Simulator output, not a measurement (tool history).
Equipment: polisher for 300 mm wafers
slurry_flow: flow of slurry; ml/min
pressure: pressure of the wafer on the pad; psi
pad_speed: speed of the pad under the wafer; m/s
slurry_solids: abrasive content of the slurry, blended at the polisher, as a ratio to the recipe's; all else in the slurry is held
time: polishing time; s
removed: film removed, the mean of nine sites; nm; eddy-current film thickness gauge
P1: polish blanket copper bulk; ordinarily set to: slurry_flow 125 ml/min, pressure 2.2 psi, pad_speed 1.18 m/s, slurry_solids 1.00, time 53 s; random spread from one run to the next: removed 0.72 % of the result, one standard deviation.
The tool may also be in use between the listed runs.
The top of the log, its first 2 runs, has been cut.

run   hour  slurry_flow  pressure  pad_speed  slurry_solids  time  removed
  3   37.7          125       2.2       1.18           1.00    53   385.93
  4   50.5           90       2.2       1.18           1.00    32   212.85
  5   58.4           75       2.2       1.18           1.00    53   334.00
  6   68.6          125       2.2       0.80           1.30    53   274.59
  7   83.9          125       2.2       1.18           0.50    53   331.08
  8   97.0          125       2.2       1.18           1.00    53   384.18
  9  110.2          125       2.2       1.18           1.00    24   173.08
 10  125.3          125       2.2       1.18           1.00    84   608.46
 11  137.5          125       1.2       1.18           1.00    53   209.53
 12  148.3          125       2.2       1.18           1.00    53   388.81
 13  157.3          125       2.2       1.18           1.30    82   630.66
 14  166.0          125       2.2       1.18           1.35    53   408.61
 15  175.3          125       2.2       0.62           1.00    53   202.30
 16  186.5          125       3.1       1.18           1.00    53   544.32
 17  201.7          125       2.2       1.18           1.00    53   377.45
 18  211.5          125       2.2       1.78           1.00    53   579.85
 19  219.3          175       2.2       1.18           1.00    53   405.18
 20  233.3          125       2.2       1.18           1.00    53   384.82
 21  243.9          125       2.2       1.18           1.00    53   379.99
 22  257.0          125       2.2       1.18           1.00    53   365.13
 23  271.0          125       2.2       1.18           1.00    53   359.01
 24  284.9          125       2.2       1.18           1.00    53   363.92
     287.9  -- worn pad replaced by a new one
 25  298.9          125       2.2       1.18           1.00    53   358.24
     304.1  -- slurry blender recalibrated
 26  309.1          125       2.2       1.18           1.00    53   356.53

Run 27 is up next; what results do you expect?
 27  318.6          125       2.2       1.18           1.00    53        ?

{"run 27": {"removed": 358.13}}
